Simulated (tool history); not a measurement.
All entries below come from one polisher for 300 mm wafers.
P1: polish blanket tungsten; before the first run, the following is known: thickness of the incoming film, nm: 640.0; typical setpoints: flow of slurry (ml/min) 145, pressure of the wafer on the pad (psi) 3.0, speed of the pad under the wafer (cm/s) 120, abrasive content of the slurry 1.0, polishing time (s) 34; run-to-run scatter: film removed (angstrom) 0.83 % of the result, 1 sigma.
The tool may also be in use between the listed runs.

run,hour,flow of slurry (ml/min),pressure of the wafer on the pad (psi),speed of the pad under the wafer (cm/s),abrasive content of the slurry,polishing time (s),wafers polished on this pad,hours since the slurry nozzle was cleaned,hours since the head pressure was calibrated,hours since the slurry blender was calibrated,hours since the slurry got fresh peroxide,film removed (angstrom)
1,9.6,145,3.0,120,1.0,34,661,84.7,680.7,269.8,35.6,1837.40
2,23.0,95,3.0,120,1.0,20,843,98.1,694.1,283.2,49.0,996.72
# hour 31.4: slurry tank refilled with fresh slurry and peroxide
3,34.5,145,3.0,58,1.0,34,1000,109.6,705.6,294.7,3.1,904.24
4,47.7,145,3.0,120,1.0,34,1180,122.8,718.8,307.9,16.3,1845.40
5,56.4,145,2.1,90,1.0,34,1298,131.5,727.5,316.6,25.0,975.06
6,63.9,145,3.0,120,1.0,52,1401,139.0,735.0,324.1,32.5,2834.30
7,73.5,85,3.0,120,1.0,34,1531,148.6,744.6,333.7,42.1,1646.40
8,84.8,145,3.0,190,1.0,34,1685,159.9,755.9,345.0,53.4,2934.40
9,97.5,145,3.0,120,1.0,34,1858,172.6,768.6,357.7,66.1,1845.50
10,110.8,145,4.5,120,1.0,34,2040,185.9,781.9,371.0,79.4,2783.00
11,126.5,145,3.0,120,1.0,34,2254,201.6,797.6,386.7,95.1,1844.10
12,135.1,190,3.0,120,1.0,34,2371,210.2,806.2,395.3,103.7,1933.50
13,150.3,145,3.0,120,1.0,34,2578,225.4,821.4,410.5,118.9,1876.30
14,162.7,145,3.0,120,1.0,22,2747,237.8,833.8,422.9,131.3,1207.90
15,175.9,145,3.0,120,1.0,34,2927,251.0,847.0,436.1,144.5,1856.30
16,184.6,145,1.4,120,1.0,34,3045,259.7,855.7,444.8,153.2,855.26
17,199.9,145,3.0,120,0.8,34,3254,275.0,871.0,460.1,168.5,1777.80
18,208.6,145,2.1,64,1.0,34,3372,283.7,879.7,468.8,177.2,695.95
19,217.6,145,3.0,120,1.5,34,3495,292.7,888.7,477.8,186.2,2084.90

The next listed run, before its measurement:
20,230.9,145,3.0,120,1.0,34,3676,306.0,902.0,491.1,199.5,?

film removed (angstrom): 1884.90

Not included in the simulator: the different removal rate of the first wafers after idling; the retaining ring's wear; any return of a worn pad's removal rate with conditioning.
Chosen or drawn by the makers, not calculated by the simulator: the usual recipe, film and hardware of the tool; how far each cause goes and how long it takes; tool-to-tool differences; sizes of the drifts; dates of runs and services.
